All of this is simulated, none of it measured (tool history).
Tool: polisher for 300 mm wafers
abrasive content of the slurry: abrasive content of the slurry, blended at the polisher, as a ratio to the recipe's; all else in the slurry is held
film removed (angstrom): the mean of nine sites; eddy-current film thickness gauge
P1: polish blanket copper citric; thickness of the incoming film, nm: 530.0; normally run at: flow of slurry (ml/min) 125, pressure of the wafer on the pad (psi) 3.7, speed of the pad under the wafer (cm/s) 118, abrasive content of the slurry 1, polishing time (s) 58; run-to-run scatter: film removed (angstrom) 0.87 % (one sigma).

run,hour,flow of slurry (ml/min),pressure of the wafer on the pad (psi),speed of the pad under the wafer (cm/s),abrasive content of the slurry,polishing time (s),film removed (angstrom)
1,6.4,125,3.7,118,1,58,2026.1
2,14.6,125,3.7,184,1,35,1883.7
3,22.7,125,5.8,118,1,58,3180
4,33.4,125,3.7,118,1,58,2043.4
5,43.6,125,3.7,118,1,58,2027.4
6,54.8,125,3.7,118,1,30,1045.4
7,64.3,125,3.7,160,1,58,2796.7
8,75.6,125,3.7,118,0.55,58,1801.3
9,87.8,125,3.7,118,1,58,2042.9
# hour 94: head pressure recalibrated
10,100.5,125,3.7,118,1.45,58,2209.5
11,107.2,75,3.7,78,1,58,1188.8
12,116.6,165,3.7,118,1,58,2132.8
13,130.3,125,3.7,118,1,58,2016
14,141.8,75,3.7,118,1,58,1807.3
15,149.1,125,2.6,118,1,58,1436.7

The next listed run, before its measurement:
16,162.3,125,3.7,54,1,58,?

{"run 16": {"film removed (angstrom)": 948.72}}
